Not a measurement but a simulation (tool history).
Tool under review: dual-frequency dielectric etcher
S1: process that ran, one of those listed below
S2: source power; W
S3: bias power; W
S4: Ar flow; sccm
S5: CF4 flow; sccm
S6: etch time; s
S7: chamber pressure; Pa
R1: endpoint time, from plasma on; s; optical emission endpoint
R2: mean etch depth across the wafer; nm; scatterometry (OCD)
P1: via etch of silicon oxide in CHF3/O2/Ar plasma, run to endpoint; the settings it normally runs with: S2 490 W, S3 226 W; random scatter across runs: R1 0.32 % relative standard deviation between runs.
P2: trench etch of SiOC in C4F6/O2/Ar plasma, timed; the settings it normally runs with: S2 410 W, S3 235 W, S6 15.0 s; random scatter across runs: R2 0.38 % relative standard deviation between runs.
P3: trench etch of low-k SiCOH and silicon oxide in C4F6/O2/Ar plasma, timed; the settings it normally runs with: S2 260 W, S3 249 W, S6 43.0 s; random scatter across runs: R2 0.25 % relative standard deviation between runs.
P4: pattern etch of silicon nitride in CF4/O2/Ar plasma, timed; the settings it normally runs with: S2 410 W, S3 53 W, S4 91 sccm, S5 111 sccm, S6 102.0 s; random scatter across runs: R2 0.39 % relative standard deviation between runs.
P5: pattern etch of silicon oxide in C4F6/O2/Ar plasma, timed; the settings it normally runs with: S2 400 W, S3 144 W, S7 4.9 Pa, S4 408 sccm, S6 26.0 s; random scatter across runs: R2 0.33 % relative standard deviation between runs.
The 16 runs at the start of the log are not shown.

| run | hour | S1 | S2 | S3 | S4 | S5 | S6 | S7 | R1 | R2 |
|---|---|---|---|---|---|---|---|---|---|---|
| 17 | 68.6 | P1 | 490 | 226 |  |  |  |  | 248.08 |  |
| 18 | 74.5 | P1 | 490 | 226 |  |  |  |  | 247.50 |  |
| 19 | 80.3 | P2 | 410 | 235 |  |  | 15.0 |  |  | 33.904 |
| 20 | 85.2 | P5 | 400 | 144 | 408 |  | 20.0 | 4.9 |  | 55.509 |
| 21 | 90.6 | P5 | 400 | 144 | 408 |  | 26.0 | 4.0 |  | 74.275 |
| 22 | 94.8 | P3 | 260 | 313 |  |  | 43.0 |  |  | 136.200 |
| 23 | 98.8 | P4 | 410 | 53 | 91 | 111 | 102.0 |  |  | 166.260 |
| 24 | 103.0 | P1 | 490 | 165 |  |  |  |  | 276.96 |  |
| 25 | 108.9 | P1 | 490 | 226 |  |  |  |  | 247.97 |  |

Run 26, settings as shown, results not yet in. Your forecast:
| 26 | 113.3 | P5 | 400 | 192 | 408 |  | 26.0 | 4.9 |  | ? |

{"run 26": {"R2": 79.022}}

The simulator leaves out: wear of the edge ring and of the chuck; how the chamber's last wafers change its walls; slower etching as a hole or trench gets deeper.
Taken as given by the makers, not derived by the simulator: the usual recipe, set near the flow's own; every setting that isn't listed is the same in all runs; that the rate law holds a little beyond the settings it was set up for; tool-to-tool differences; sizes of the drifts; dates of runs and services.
